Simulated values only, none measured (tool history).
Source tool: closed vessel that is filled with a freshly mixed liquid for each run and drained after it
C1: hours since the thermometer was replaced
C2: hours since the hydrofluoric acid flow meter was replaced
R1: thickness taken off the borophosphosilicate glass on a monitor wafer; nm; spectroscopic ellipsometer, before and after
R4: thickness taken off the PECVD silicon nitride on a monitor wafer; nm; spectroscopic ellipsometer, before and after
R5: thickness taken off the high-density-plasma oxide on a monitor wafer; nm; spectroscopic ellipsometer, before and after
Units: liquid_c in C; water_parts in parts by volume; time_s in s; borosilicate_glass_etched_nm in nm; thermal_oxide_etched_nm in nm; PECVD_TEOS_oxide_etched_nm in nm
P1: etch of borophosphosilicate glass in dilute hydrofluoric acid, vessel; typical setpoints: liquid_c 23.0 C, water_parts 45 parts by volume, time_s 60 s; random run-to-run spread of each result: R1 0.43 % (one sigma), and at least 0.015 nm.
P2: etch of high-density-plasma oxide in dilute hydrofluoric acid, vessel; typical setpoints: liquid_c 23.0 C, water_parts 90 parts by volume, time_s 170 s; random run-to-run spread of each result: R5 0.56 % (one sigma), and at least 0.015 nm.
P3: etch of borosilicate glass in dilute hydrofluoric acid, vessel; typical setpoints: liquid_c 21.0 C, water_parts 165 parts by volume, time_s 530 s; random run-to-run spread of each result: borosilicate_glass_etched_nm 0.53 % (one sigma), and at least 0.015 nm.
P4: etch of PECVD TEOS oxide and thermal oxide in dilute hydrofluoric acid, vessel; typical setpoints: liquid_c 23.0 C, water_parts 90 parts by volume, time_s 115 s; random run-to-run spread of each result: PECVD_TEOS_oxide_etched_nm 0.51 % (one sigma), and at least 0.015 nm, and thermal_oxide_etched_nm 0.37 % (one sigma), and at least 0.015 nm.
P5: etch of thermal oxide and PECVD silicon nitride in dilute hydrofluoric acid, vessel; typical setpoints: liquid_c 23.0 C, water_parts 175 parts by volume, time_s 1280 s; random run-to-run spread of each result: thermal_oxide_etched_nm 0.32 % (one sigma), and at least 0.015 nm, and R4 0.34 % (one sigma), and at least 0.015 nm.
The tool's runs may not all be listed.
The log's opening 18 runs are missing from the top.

run 19 hour=87.1 | process=P3 liquid_c=25.0 water_parts=165 time_s=530 | C1=668.8 C2=597.0 | borosilicate_glass_etched_nm=70.255
run 20 hour=89.9 | process=P2 liquid_c=23.0 water_parts=135 time_s=170 | C1=671.6 C2=599.8 | R5=7.0800
run 21 hour=92.5 | process=P4 liquid_c=23.0 water_parts=90 time_s=115 | C1=674.2 C2=602.4 | thermal_oxide_etched_nm=6.0782 PECVD_TEOS_oxide_etched_nm=17.0040
-- hour=93.6 thermometer replaced
run 22 hour=96.1 | process=P1 liquid_c=23.0 water_parts=45 time_s=30 | C1=2.6 C2=606.0 | R1=33.437
run 23 hour=99.9 | process=P5 liquid_c=17.0 water_parts=175 time_s=1280 | C1=6.4 C2=609.8 | thermal_oxide_etched_nm=24.7040 R4=13.627
run 24 hour=105.4 | process=P2 liquid_c=23.0 water_parts=90 time_s=335 | C1=11.9 C2=615.3 | R5=22.2730
run 25 hour=108.6 | process=P4 liquid_c=17.5 water_parts=90 time_s=115 | C1=15.1 C2=618.5 | thermal_oxide_etched_nm=4.8619 PECVD_TEOS_oxide_etched_nm=13.5070
run 26 hour=111.7 | process=P1 liquid_c=23.0 water_parts=45 time_s=60 | C1=18.2 C2=621.6 | R1=67.132
run 27 hour=116.8 | process=P1 liquid_c=23.0 water_parts=20 time_s=60 | C1=23.3 C2=626.7 | R1=156.410
run 28 hour=120.9 | process=P4 liquid_c=23.0 water_parts=90 time_s=115 | C1=27.4 C2=630.8 | thermal_oxide_etched_nm=6.0243 PECVD_TEOS_oxide_etched_nm=17.0660
run 29 hour=126.2 | process=P3 liquid_c=21.0 water_parts=165 time_s=995 | C1=32.7 C2=636.1 | borosilicate_glass_etched_nm=113.010
run 30 hour=131.0 | process=P1 liquid_c=23.0 water_parts=45 time_s=60 | C1=37.5 C2=640.9 | R1=67.492
run 31 hour=136.7 | process=P2 liquid_c=23.0 water_parts=90 time_s=170 | C1=43.2 C2=646.6 | R5=11.2570
run 32 hour=142.1 | process=P2 liquid_c=23.0 water_parts=90 time_s=170 | C1=48.6 C2=652.0 | R5=11.1880
run 33 hour=148.0 | process=P4 liquid_c=23.0 water_parts=135 time_s=115 | C1=54.5 C2=657.9 | thermal_oxide_etched_nm=3.8376 PECVD_TEOS_oxide_etched_nm=10.8140
run 34 hour=152.4 | process=P1 liquid_c=23.0 water_parts=45 time_s=60 | C1=58.9 C2=662.3 | R1=66.769
run 35 hour=155.9 | process=P1 liquid_c=23.0 water_parts=45 time_s=60 | C1=62.4 C2=665.8 | R1=68.748
run 36 hour=161.8 | process=P1 liquid_c=23.0 water_parts=45 time_s=60 | C1=68.3 C2=671.7 | R1=70.171
run 37 hour=166.0 | process=P1 liquid_c=23.0 water_parts=45 time_s=60 | C1=72.5 C2=675.9 | R1=71.200
run 38 hour=170.5 | process=P1 liquid_c=23.0 water_parts=45 time_s=60 | C1=77.0 C2=680.4 | R1=71.415
run 39 hour=174.2 | process=P1 liquid_c=23.0 water_parts=45 time_s=60 | C1=80.7 C2=684.1 | R1=72.215
run 40 hour=180.1 | process=P1 liquid_c=23.0 water_parts=45 time_s=60 | C1=86.6 C2=690.0 | R1=72.729

What will run 41 give?
run 41 hour=183.9 | process=P1 liquid_c=23.0 water_parts=45 time_s=60 | C1=90.4 C2=693.8 | R1=?

{"run 41": {"R1": 73.031}}

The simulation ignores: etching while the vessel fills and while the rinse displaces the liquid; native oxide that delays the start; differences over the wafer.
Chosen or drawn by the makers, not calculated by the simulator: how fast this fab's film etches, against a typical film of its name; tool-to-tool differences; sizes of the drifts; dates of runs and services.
